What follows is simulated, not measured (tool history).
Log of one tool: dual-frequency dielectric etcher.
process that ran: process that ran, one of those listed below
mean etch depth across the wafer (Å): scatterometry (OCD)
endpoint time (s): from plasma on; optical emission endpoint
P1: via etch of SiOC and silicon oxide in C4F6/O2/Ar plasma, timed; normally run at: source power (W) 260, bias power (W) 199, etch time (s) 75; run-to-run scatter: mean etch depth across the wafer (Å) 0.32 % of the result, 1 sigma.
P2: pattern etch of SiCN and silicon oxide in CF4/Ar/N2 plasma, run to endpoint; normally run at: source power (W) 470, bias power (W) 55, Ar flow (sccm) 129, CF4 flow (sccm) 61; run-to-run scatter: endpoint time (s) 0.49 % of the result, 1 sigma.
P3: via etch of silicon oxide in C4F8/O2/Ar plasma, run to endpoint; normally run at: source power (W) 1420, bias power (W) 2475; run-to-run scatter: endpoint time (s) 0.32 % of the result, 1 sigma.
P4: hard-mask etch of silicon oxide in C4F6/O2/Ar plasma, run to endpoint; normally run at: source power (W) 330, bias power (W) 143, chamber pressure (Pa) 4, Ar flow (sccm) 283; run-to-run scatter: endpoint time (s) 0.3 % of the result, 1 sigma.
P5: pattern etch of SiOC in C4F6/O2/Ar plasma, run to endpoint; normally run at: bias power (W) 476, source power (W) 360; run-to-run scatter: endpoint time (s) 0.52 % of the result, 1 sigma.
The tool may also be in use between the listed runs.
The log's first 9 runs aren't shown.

| run | hour | process that ran | source power (W) | bias power (W) | etch time (s) | chamber pressure (Pa) | Ar flow (sccm) | CF4 flow (sccm) | hours since the last wet clean | hours since the last source power generator calibration | hours since the last bias power generator calibration | mean etch depth across the wafer (Å) | endpoint time (s) |
|---|---|---|---|---|---|---|---|---|---|---|---|---|---|
| 10 | 76.5 | P1 | 260 | 199 | 41 |  |  |  | 191.2 | 1581.7 | 1377.5 | 400.86 |  |
| 11 | 83.2 | P1 | 260 | 118 | 75 |  |  |  | 197.9 | 1588.4 | 1384.2 | 620.21 |  |
| 12 | 89.2 | P1 | 190 | 264 | 75 |  |  |  | 203.9 | 1594.4 | 1390.2 | 721.32 |  |
| 13 | 95.7 | P1 | 260 | 199 | 75 |  |  |  | 210.4 | 1600.9 | 1396.7 | 729.2 |  |
| 14 | 104.6 | P2 | 470 | 55 |  |  | 129 | 76 | 219.3 | 1609.8 | 1405.6 |  | 14.659 |
| 15 | 108.9 | P2 | 470 | 55 |  |  | 92 | 61 | 223.6 | 1614.1 | 1409.9 |  | 14.291 |
| 16 | 113.5 | P2 | 470 | 55 |  |  | 129 | 61 | 228.2 | 1618.7 | 1414.5 |  | 15.11 |
| 17 | 120.5 | P5 | 360 | 282 |  |  |  |  | 235.2 | 1625.7 | 1421.5 |  | 16.057 |
| 18 | 124.8 | P4 | 330 | 199 |  | 4 | 283 |  | 239.5 | 1630 | 1425.8 |  | 102.54 |
| 19 | 130.2 | P4 | 330 | 143 |  | 4 | 401 |  | 244.9 | 1635.4 | 1431.2 |  | 117.91 |
| 20 | 134.9 | P3 | 1420 | 1569 |  |  |  |  | 249.6 | 1640.1 | 1435.9 |  | 412.61 |
|  | 137 | source power generator calibrated |
| 21 | 140.6 | P1 | 260 | 199 | 75 |  |  |  | 255.3 | 3.6 | 1441.6 | 733.57 |  |
| 22 | 147.5 | P1 | 260 | 199 | 75 |  |  |  | 262.2 | 10.5 | 1448.5 | 738.06 |  |
| 23 | 153.8 | P1 | 330 | 199 | 75 |  |  |  | 268.5 | 16.8 | 1454.8 | 810.81 |  |
| 24 | 159.1 | P3 | 1420 | 2475 |  |  |  |  | 273.8 | 22.1 | 1460.1 |  | 361.82 |
| 25 | 163.8 | P4 | 330 | 143 |  | 4 | 283 |  | 278.5 | 26.8 | 1464.8 |  | 113.13 |
| 26 | 171.9 | P4 | 330 | 143 |  | 5.27 | 283 |  | 286.6 | 34.9 | 1472.9 |  | 116.91 |
| 27 | 179.5 | P1 | 190 | 199 | 75 |  |  |  | 294.2 | 42.5 | 1480.5 | 651.91 |  |
| 28 | 186.1 | P5 | 360 | 476 |  |  |  |  | 300.8 | 49.1 | 1487.1 |  | 13.309 |
| 29 | 192.8 | P2 | 470 | 42 |  |  | 129 | 61 | 307.5 | 55.8 | 1493.8 |  | 16.403 |

Run 30 comes next. What will it give?
| 30 | 199.9 | P1 | 260 | 199 | 75 |  |  |  | 314.6 | 62.9 | 1500.9 | ? |  |

mean etch depth across the wafer (Å): 731.42
